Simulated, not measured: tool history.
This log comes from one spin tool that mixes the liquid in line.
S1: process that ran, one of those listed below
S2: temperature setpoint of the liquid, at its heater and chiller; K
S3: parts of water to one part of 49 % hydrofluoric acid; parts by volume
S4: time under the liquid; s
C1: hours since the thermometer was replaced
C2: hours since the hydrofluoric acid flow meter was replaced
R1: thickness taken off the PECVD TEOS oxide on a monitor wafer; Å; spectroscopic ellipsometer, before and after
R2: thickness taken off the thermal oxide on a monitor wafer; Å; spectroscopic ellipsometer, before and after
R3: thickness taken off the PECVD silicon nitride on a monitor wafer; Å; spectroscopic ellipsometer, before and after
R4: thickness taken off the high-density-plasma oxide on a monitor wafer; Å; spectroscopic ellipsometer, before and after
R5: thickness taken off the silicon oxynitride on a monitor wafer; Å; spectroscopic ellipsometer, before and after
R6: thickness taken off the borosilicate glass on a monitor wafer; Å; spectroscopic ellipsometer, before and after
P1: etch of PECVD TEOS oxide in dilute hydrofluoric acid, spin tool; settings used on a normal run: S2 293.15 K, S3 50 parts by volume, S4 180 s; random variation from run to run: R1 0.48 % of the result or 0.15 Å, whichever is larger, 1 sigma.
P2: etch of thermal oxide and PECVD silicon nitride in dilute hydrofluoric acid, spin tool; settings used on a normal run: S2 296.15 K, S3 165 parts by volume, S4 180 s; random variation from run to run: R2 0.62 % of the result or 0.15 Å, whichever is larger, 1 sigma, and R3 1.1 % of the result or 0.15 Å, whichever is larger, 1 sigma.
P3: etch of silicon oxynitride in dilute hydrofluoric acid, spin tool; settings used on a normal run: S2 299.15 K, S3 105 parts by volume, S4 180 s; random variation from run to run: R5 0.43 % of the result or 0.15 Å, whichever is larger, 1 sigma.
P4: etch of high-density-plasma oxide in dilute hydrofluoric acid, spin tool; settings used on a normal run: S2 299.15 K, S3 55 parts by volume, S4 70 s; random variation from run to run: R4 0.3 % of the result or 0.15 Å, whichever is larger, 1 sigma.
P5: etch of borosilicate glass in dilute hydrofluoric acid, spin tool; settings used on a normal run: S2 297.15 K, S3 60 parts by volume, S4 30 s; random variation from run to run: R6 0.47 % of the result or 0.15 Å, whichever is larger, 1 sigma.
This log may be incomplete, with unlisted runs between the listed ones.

{"run": 1, "hour": 2.5, "S1": "P1", "S2": 293.15, "S3": 50, "S4": 180, "C1": 1727.2, "C2": 298.8, "R1": 416.95}
{"run": 2, "hour": 6.9, "S1": "P2", "S2": 296.15, "S3": 165, "S4": 15, "C1": 1731.6, "C2": 303.2, "R2": 3.6543, "R3": 1.6426}
{"run": 3, "hour": 11.8, "S1": "P1", "S2": 293.15, "S3": 75, "S4": 180, "C1": 1736.5, "C2": 308.1, "R1": 269.02}
{"run": 4, "hour": 16.4, "S1": "P1", "S2": 290.15, "S3": 50, "S4": 55, "C1": 1741.1, "C2": 312.7, "R1": 111.83}
{"run": 5, "hour": 20.3, "S1": "P4", "S2": 299.15, "S3": 55, "S4": 70, "C1": 1745, "C2": 316.6, "R4": 96.889}
{"run": 6, "hour": 24.1, "S1": "P1", "S2": 293.15, "S3": 50, "S4": 295, "C1": 1748.8, "C2": 320.4, "R1": 685.19}
{"run": 7, "hour": 27.9, "S1": "P4", "S2": 299.15, "S3": 55, "S4": 125, "C1": 1752.6, "C2": 324.2, "R4": 173.89}
{"run": 8, "hour": 30.9, "S1": "P1", "S2": 297.65, "S3": 50, "S4": 180, "C1": 1755.6, "C2": 327.2, "R1": 502.49}
{"run": 9, "hour": 35.6, "S1": "P1", "S2": 293.15, "S3": 80, "S4": 315, "C1": 1760.3, "C2": 331.9, "R1": 440.05}
{"run": 10, "hour": 40.7, "S1": "P3", "S2": 299.15, "S3": 105, "S4": 30, "C1": 1765.4, "C2": 337, "R5": 8.0225}
{"run": 11, "hour": 43.5, "S1": "P4", "S2": 292.65, "S3": 55, "S4": 70, "C1": 1768.2, "C2": 339.8, "R4": 74.508}
{"run": 12, "hour": 47.5, "S1": "P1", "S2": 293.15, "S3": 50, "S4": 180, "C1": 1772.2, "C2": 343.8, "R1": 417.3}
{"run": 13, "hour": 51.2, "S1": "P5", "S2": 290.65, "S3": 60, "S4": 30, "C1": 1775.9, "C2": 347.5, "R6": 223.02}
{"run": 14, "hour": 54.8, "S1": "P4", "S2": 299.15, "S3": 80, "S4": 70, "C1": 1779.5, "C2": 351.1, "R4": 64.583}
{"run": 15, "hour": 57.6, "S1": "P1", "S2": 293.15, "S3": 50, "S4": 180, "C1": 1782.3, "C2": 353.9, "R1": 416.69}
{"run": 16, "hour": 60.7, "S1": "P1", "S2": 293.15, "S3": 50, "S4": 180, "C1": 1785.4, "C2": 357, "R1": 412.21}
{"run": 17, "hour": 65.7, "S1": "P2", "S2": 296.15, "S3": 275, "S4": 180, "C1": 1790.4, "C2": 362, "R2": 24.436, "R3": 10.594}
{"run": 18, "hour": 70.7, "S1": "P5", "S2": 297.15, "S3": 60, "S4": 30, "C1": 1795.4, "C2": 367, "R6": 293.6}
{"run": 19, "hour": 74.9, "S1": "P2", "S2": 296.15, "S3": 165, "S4": 180, "C1": 1799.6, "C2": 371.2, "R2": 45.367, "R3": 18.396}
{"run": 20, "hour": 78.1, "S1": "P5", "S2": 297.15, "S3": 95, "S4": 30, "C1": 1802.8, "C2": 374.4, "R6": 177.36}
{"run": 21, "hour": 82.4, "S1": "P1", "S2": 293.15, "S3": 50, "S4": 60, "C1": 1807.1, "C2": 378.7, "R1": 138.29}
{"run": 22, "hour": 87.1, "S1": "P1", "S2": 290.15, "S3": 50, "S4": 180, "C1": 1811.8, "C2": 383.4, "R1": 366.55}
{"run": 23, "hour": 89.9, "S1": "P1", "S2": 293.15, "S3": 50, "S4": 180, "C1": 1814.6, "C2": 386.2, "R1": 417.33}
{"run": 24, "hour": 93.2, "S1": "P1", "S2": 293.15, "S3": 20, "S4": 180, "C1": 1817.9, "C2": 389.5, "R1": 1079.4}
{"run": 25, "hour": 95.7, "S1": "P3", "S2": 299.15, "S3": 35, "S4": 180, "C1": 1820.4, "C2": 392, "R5": 150.44}
{"run": 26, "hour": 100.8, "S1": "P2", "S2": 296.15, "S3": 165, "S4": 180, "C1": 1825.5, "C2": 397.1, "R2": 44.941, "R3": 18.587}
{"hour": 103.1, "done": "thermometer replaced"}
{"run": 27, "hour": 105.7, "S1": "P2", "S2": 304.15, "S3": 165, "S4": 180, "C1": 2.7, "C2": 402, "R2": 60.441, "R3": 29.875}
{"run": 28, "hour": 109.0, "S1": "P5", "S2": 297.15, "S3": 60, "S4": 15, "C1": 6, "C2": 405.3, "R6": 146.42}
{"run": 29, "hour": 112.2, "S1": "P3", "S2": 306.15, "S3": 105, "S4": 180, "C1": 9.2, "C2": 408.5, "R5": 63.879}
{"run": 30, "hour": 114.6, "S1": "P1", "S2": 293.15, "S3": 50, "S4": 180, "C1": 11.6, "C2": 410.9, "R1": 417.18}
{"run": 31, "hour": 117.7, "S1": "P3", "S2": 299.15, "S3": 105, "S4": 180, "C1": 14.7, "C2": 414, "R5": 46.959}
{"run": 32, "hour": 122.6, "S1": "P1", "S2": 293.15, "S3": 50, "S4": 180, "C1": 19.6, "C2": 418.9, "R1": 416.89}
{"run": 33, "hour": 125.9, "S1": "P1", "S2": 293.15, "S3": 50, "S4": 180, "C1": 22.9, "C2": 422.2, "R1": 403.35}
{"run": 34, "hour": 131.1, "S1": "P1", "S2": 293.15, "S3": 50, "S4": 180, "C1": 28.1, "C2": 427.4, "R1": 393.79}
{"run": 35, "hour": 134.9, "S1": "P1", "S2": 293.15, "S3": 50, "S4": 180, "C1": 31.9, "C2": 431.2, "R1": 386.13}
{"run": 36, "hour": 139.6, "S1": "P1", "S2": 293.15, "S3": 50, "S4": 180, "C1": 36.6, "C2": 435.9, "R1": 385.05}
{"run": 37, "hour": 143.5, "S1": "P1", "S2": 293.15, "S3": 50, "S4": 180, "C1": 40.5, "C2": 439.8, "R1": 382.71}
{"run": 38, "hour": 147.2, "S1": "P1", "S2": 293.15, "S3": 50, "S4": 180, "C1": 44.2, "C2": 443.5, "R1": 383.44}
{"run": 39, "hour": 150.3, "S1": "P1", "S2": 293.15, "S3": 50, "S4": 180, "C1": 47.3, "C2": 446.6, "R1": 378.28}

For run 40, what comes out?
{"run": 40, "hour": 153.1, "S1": "P1", "S2": 293.15, "S3": 50, "S4": 180, "C1": 50.1, "C2": 449.4, "R1": "?"}

R1: 380.82 Å
